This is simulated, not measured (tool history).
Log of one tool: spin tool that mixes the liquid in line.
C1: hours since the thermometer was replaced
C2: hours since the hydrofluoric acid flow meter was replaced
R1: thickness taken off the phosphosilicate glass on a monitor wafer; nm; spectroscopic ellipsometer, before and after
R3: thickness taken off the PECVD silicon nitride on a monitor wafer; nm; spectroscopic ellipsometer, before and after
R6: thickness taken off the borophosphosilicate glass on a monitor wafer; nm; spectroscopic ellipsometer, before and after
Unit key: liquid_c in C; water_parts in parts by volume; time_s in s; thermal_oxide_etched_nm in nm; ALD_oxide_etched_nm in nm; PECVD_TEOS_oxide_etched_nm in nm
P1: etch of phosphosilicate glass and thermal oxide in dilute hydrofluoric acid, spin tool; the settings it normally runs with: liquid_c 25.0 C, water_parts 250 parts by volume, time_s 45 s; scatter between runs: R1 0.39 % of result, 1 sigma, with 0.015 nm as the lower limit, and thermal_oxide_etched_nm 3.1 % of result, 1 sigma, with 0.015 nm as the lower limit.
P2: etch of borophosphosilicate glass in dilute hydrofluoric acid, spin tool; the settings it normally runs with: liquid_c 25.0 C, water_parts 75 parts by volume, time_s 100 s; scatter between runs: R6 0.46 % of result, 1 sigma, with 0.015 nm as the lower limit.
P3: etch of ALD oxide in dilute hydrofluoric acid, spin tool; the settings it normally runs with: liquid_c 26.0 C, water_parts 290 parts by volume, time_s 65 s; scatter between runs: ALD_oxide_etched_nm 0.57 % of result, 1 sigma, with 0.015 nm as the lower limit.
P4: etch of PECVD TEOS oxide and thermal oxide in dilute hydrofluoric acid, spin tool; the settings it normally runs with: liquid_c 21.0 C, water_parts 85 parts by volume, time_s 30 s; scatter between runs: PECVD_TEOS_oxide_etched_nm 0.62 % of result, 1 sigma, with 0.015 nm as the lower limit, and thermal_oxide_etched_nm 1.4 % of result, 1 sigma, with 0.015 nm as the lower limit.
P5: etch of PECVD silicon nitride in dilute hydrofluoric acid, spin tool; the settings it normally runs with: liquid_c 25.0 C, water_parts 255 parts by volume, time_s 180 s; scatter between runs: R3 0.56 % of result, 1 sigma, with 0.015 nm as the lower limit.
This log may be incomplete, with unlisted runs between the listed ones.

Run 1, hour 6.1: process P1, liquid_c 25.0 C, water_parts 250 parts by volume, time_s 45 s; C1 1534.2; C2 618.0. Result: R1 26.4280 nm, thermal_oxide_etched_nm 0.77156 nm.
Run 2, hour 11.5: process P5, liquid_c 25.0 C, water_parts 135 parts by volume, time_s 180 s; C1 1539.6; C2 623.4. Result: R3 7.8041 nm.
Run 3, hour 21.1: process P3, liquid_c 20.5 C, water_parts 290 parts by volume, time_s 65 s; C1 1549.2; C2 633.0. Result: ALD_oxide_etched_nm 5.2831 nm.
Run 4, hour 25.4: process P5, liquid_c 21.0 C, water_parts 255 parts by volume, time_s 180 s; C1 1553.5; C2 637.3. Result: R3 3.2124 nm.
Run 5, hour 30.4: process P1, liquid_c 25.0 C, water_parts 410 parts by volume, time_s 45 s; C1 1558.5; C2 642.3. Result: R1 13.8240 nm, thermal_oxide_etched_nm 0.39133 nm.
Run 6, hour 40.4: process P4, liquid_c 21.0 C, water_parts 85 parts by volume, time_s 30 s; C1 1568.5; C2 652.3. Result: thermal_oxide_etched_nm 1.57000 nm, PECVD_TEOS_oxide_etched_nm 5.2194 nm.
Run 7, hour 47.6: process P3, liquid_c 26.0 C, water_parts 290 parts by volume, time_s 65 s; C1 1575.7; C2 659.5. Result: ALD_oxide_etched_nm 6.4543 nm.
Run 8, hour 52.1: process P5, liquid_c 25.0 C, water_parts 255 parts by volume, time_s 180 s; C1 1580.2; C2 664.0. Result: R3 4.1300 nm.
Run 9, hour 61.7: process P5, liquid_c 25.0 C, water_parts 255 parts by volume, time_s 350 s; C1 1589.8; C2 673.6. Result: R3 8.0836 nm.
Run 10, hour 70.7: process P1, liquid_c 25.0 C, water_parts 250 parts by volume, time_s 45 s; C1 1598.8; C2 682.6. Result: R1 26.3770 nm, thermal_oxide_etched_nm 0.78327 nm.
Run 11, hour 78.5: process P2, liquid_c 33.0 C, water_parts 75 parts by volume, time_s 100 s; C1 1606.6; C2 690.4. Result: R6 81.477 nm.
Run 12, hour 84.7: process P3, liquid_c 26.0 C, water_parts 290 parts by volume, time_s 65 s; C1 1612.8; C2 696.6. Result: ALD_oxide_etched_nm 6.4580 nm.
Run 13, hour 91.7: process P1, liquid_c 25.0 C, water_parts 250 parts by volume, time_s 45 s; C1 1619.8; C2 703.6. Result: R1 26.4130 nm, thermal_oxide_etched_nm 0.78580 nm.
At hour 94.9: hydrofluoric acid flow meter replaced.
Run 14, hour 98.9: process P1, liquid_c 25.0 C, water_parts 250 parts by volume, time_s 70 s; C1 1627.0; C2 4.0. Result: R1 41.3400 nm, thermal_oxide_etched_nm 1.17020 nm.
Run 15, hour 106.8: process P4, liquid_c 27.5 C, water_parts 85 parts by volume, time_s 30 s; C1 1634.9; C2 11.9. Result: thermal_oxide_etched_nm 2.12930 nm, PECVD_TEOS_oxide_etched_nm 6.8406 nm.
Run 16, hour 111.1: process P4, liquid_c 21.0 C, water_parts 85 parts by volume, time_s 15 s; C1 1639.2; C2 16.2. Result: thermal_oxide_etched_nm 0.80452 nm, PECVD_TEOS_oxide_etched_nm 2.6368 nm.
Run 17, hour 117.0: process P1, liquid_c 19.0 C, water_parts 250 parts by volume, time_s 45 s; C1 1645.1; C2 22.1. Result: R1 21.1970 nm, thermal_oxide_etched_nm 0.62285 nm.
Run 18, hour 126.3: process P1, liquid_c 25.0 C, water_parts 250 parts by volume, time_s 15 s; C1 1654.4; C2 31.4. Result: R1 8.7657 nm, thermal_oxide_etched_nm 0.27016 nm.
Run 19, hour 136.0: process P1, liquid_c 25.0 C, water_parts 250 parts by volume, time_s 45 s; C1 1664.1; C2 41.1. Result: R1 26.2430 nm, thermal_oxide_etched_nm 0.78570 nm.
Run 20, hour 142.1: process P5, liquid_c 25.0 C, water_parts 255 parts by volume, time_s 180 s; C1 1670.2; C2 47.2. Result: R3 4.2064 nm.
Run 21, hour 149.4: process P1, liquid_c 25.0 C, water_parts 250 parts by volume, time_s 45 s; C1 1677.5; C2 54.5. Result: R1 26.3010 nm, thermal_oxide_etched_nm 0.73400 nm.
Run 22, hour 154.8: process P4, liquid_c 21.0 C, water_parts 125 parts by volume, time_s 30 s; C1 1682.9; C2 59.9. Result: thermal_oxide_etched_nm 1.03820 nm, PECVD_TEOS_oxide_etched_nm 3.3988 nm.
Run 23, hour 161.9: process P2, liquid_c 25.0 C, water_parts 75 parts by volume, time_s 100 s; C1 1690.0; C2 67.0. Result: R6 59.882 nm.
Run 24, hour 171.0: process P4, liquid_c 21.0 C, water_parts 85 parts by volume, time_s 30 s; C1 1699.1; C2 76.1. Result: thermal_oxide_etched_nm 1.63990 nm, PECVD_TEOS_oxide_etched_nm 5.2540 nm.
Run 25, hour 176.4: process P2, liquid_c 25.0 C, water_parts 135 parts by volume, time_s 100 s; C1 1704.5; C2 81.5. Result: R6 30.801 nm.
Run 26, hour 181.8: process P1, liquid_c 25.0 C, water_parts 250 parts by volume, time_s 45 s; C1 1709.9; C2 86.9. Result: R1 26.2870 nm, thermal_oxide_etched_nm 0.75757 nm.
Run 27, hour 190.6: process P3, liquid_c 26.0 C, water_parts 530 parts by volume, time_s 65 s; C1 1718.7; C2 95.7. Result: ALD_oxide_etched_nm 2.8416 nm.
Run 28, hour 196.8: process P1, liquid_c 25.0 C, water_parts 355 parts by volume, time_s 65 s; C1 1724.9; C2 101.9. Result: R1 24.1510 nm, thermal_oxide_etched_nm 0.72644 nm.
Run 29, hour 203.9: process P1, liquid_c 25.0 C, water_parts 100 parts by volume, time_s 45 s; C1 1732.0; C2 109.0. Result: R1 78.4580 nm, thermal_oxide_etched_nm 2.22590 nm.
Run 30, hour 209.5: process P2, liquid_c 25.0 C, water_parts 75 parts by volume, time_s 155 s; C1 1737.6; C2 114.6. Result: R6 91.418 nm.
Run 31, hour 215.0: process P1, liquid_c 32.5 C, water_parts 250 parts by volume, time_s 45 s; C1 1743.1; C2 120.1. Result: R1 34.0740 nm, thermal_oxide_etched_nm 0.97213 nm.
Run 32, hour 221.0: process P3, liquid_c 26.0 C, water_parts 290 parts by volume, time_s 15 s; C1 1749.1; C2 126.1. Result: ALD_oxide_etched_nm 1.5207 nm.
Run 33, hour 227.4: process P2, liquid_c 25.0 C, water_parts 75 parts by volume, time_s 100 s; C1 1755.5; C2 132.5. Result: R6 59.475 nm.
Run 34, hour 236.9: process P1, liquid_c 25.0 C, water_parts 250 parts by volume, time_s 45 s; C1 1765.0; C2 142.0. Result: R1 26.4230 nm, thermal_oxide_etched_nm 0.77286 nm.
Run 35, hour 245.8: process P1, liquid_c 25.0 C, water_parts 250 parts by volume, time_s 45 s; C1 1773.9; C2 150.9. Result: R1 27.1020 nm, thermal_oxide_etched_nm 0.77327 nm.
Run 36, hour 251.7: process P1, liquid_c 25.0 C, water_parts 250 parts by volume, time_s 45 s; C1 1779.8; C2 156.8. Result: R1 27.7050 nm, thermal_oxide_etched_nm 0.80178 nm.
Run 37, hour 257.1: process P1, liquid_c 25.0 C, water_parts 250 parts by volume, time_s 45 s; C1 1785.2; C2 162.2. Result: R1 27.8320 nm, thermal_oxide_etched_nm 0.79974 nm.
Run 38, hour 266.7: process P1, liquid_c 25.0 C, water_parts 250 parts by volume, time_s 45 s; C1 1794.8; C2 171.8. Result: R1 28.0720 nm, thermal_oxide_etched_nm 0.80511 nm.
Run 39, hour 272.0: process P1, liquid_c 25.0 C, water_parts 250 parts by volume, time_s 45 s; C1 1800.1; C2 177.1. Result: R1 28.1120 nm, thermal_oxide_etched_nm 0.81457 nm.
Run 40, hour 277.2: process P1, liquid_c 25.0 C, water_parts 250 parts by volume, time_s 45 s; C1 1805.3; C2 182.3. Result: R1 28.3550 nm, thermal_oxide_etched_nm 0.89730 nm.
Run 41, hour 284.7: process P1, liquid_c 25.0 C, water_parts 250 parts by volume, time_s 45 s; C1 1812.8; C2 189.8. Result: R1 28.3680 nm, thermal_oxide_etched_nm 0.87084 nm.
Run 42, hour 289.2: process P1, liquid_c 25.0 C, water_parts 250 parts by volume, time_s 45 s; C1 1817.3; C2 194.3. Result: R1 28.3740 nm, thermal_oxide_etched_nm 0.81635 nm.
Run 43, hour 295.0: process P1, liquid_c 25.0 C, water_parts 250 parts by volume, time_s 45 s; C1 1823.1; C2 200.1. Result: R1 28.3770 nm, thermal_oxide_etched_nm 0.86601 nm.
Run 44, hour 301.7: process P1, liquid_c 25.0 C, water_parts 250 parts by volume, time_s 45 s; C1 1829.8; C2 206.8. Result: R1 28.4730 nm, thermal_oxide_etched_nm 0.82881 nm.
Run 45, hour 311.2: process P1, liquid_c 25.0 C, water_parts 250 parts by volume, time_s 45 s; C1 1839.3; C2 216.3. Result: R1 28.4630 nm, thermal_oxide_etched_nm 0.84311 nm.

P1 no longer gives what it gave before; its output has crept away from where it was. The following 2 causes, each at its listed size, fit the log equally well:
A: hydrofluoric acid flow above the setpoint (%) = 6.47
B: liquid hotter than its thermometer reads (K) = 2.26
The process output started creeping at around hour 236.9.

Which of the 4 check runs listed below separates the causes, so that each cause would produce a clearly different result? Each run uses one wafer, and its results are marked with question marks.
Run check 1, hour 320.7: process P3, liquid_c 21.0 C, water_parts 470 parts by volume, time_s 65 s. Result: ALD_oxide_etched_nm ?.
Run check 2, hour 320.7: process P4, liquid_c 21.0 C, water_parts 120 parts by volume, time_s 15 s. Result: thermal_oxide_etched_nm ?, PECVD_TEOS_oxide_etched_nm ?.
Run check 3, hour 320.7: process P2, liquid_c 32.0 C, water_parts 115 parts by volume, time_s 100 s. Result: R6 ?.
Run check 4, hour 320.7: process P5, liquid_c 25.0 C, water_parts 255 parts by volume, time_s 350 s. Result: R3 ?.

Outcome of each check run for each possible cause:
  check                      result     if A     if B
check 1         ALD_oxide_etched_nm   3.1179   3.0798
check 2     thermal_oxide_etched_nm  0.58640  0.59766
check 2  PECVD_TEOS_oxide_etched_nm   1.9153   1.9520
check 3                          R6   51.604   52.033
check 4                          R3   8.6260   9.2953
Distance between the nearest two causes, measured in the result of the check that separates them most: check 1 1.23 %; check 2 1.9 %; check 3 0.83 %; check 4 7.47 %
Check 4 is the one run that separates the causes; every other check would come out nearly the same whichever cause is at work.

Then check 4 was run and gave: R3 9.3757 nm. Which cause is it?

It was cause B: liquid hotter than its thermometer reads (K).
